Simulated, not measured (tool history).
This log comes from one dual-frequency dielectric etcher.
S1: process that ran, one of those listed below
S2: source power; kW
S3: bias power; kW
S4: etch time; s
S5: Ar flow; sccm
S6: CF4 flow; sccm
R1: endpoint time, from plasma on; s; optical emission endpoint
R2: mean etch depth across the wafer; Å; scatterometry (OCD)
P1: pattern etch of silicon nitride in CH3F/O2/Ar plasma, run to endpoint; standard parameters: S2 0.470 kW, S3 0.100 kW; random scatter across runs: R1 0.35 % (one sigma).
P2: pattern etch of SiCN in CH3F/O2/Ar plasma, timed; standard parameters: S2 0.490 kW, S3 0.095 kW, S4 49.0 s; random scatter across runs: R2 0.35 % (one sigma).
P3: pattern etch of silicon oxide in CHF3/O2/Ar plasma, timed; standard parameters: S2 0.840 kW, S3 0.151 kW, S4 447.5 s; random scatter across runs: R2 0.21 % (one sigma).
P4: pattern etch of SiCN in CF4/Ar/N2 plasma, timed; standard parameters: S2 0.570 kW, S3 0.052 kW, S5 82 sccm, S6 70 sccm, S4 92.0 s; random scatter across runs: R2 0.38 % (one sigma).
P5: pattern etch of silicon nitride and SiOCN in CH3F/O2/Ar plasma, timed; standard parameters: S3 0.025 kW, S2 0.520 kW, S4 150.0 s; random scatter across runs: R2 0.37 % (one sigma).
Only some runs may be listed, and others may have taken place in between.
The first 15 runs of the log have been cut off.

run	hour	S1	S2	S3	S4	S5	S6	R1	R2
16	243.1	P4	0.570	0.052	92.0	82	70		900.12
17	253.8	P4	0.570	0.052	113.0	82	70		1102.20
# hour 258.7: source power generator calibrated
18	269.4	P1	0.470	0.120				35.681	
19	279.0	P3	0.840	0.151	287.0				6118.60
20	296.2	P4	0.370	0.052	92.0	82	70		609.35
21	306.7	P4	0.570	0.052	92.0	82	94		942.15
22	318.9	P1	0.470	0.100				38.011	
23	335.1	P2	0.490	0.095	73.0				313.73
24	352.1	P1	0.470	0.100				37.979	
25	367.3	P5	0.520	0.025	150.0				231.25
26	380.2	P1	0.550	0.121				33.631	
27	389.9	P1	0.380	0.100				41.286	
28	406.0	P3	0.520	0.151	447.5				7897.60
29	419.9	P1	0.470	0.100				38.059	
30	437.4	P3	0.840	0.151	447.5				9531.30

Run 31, settings as shown, results not yet in. Your forecast:
31	445.8	P4	0.570	0.068	92.0	82	70		?

R2: 978.78 Å
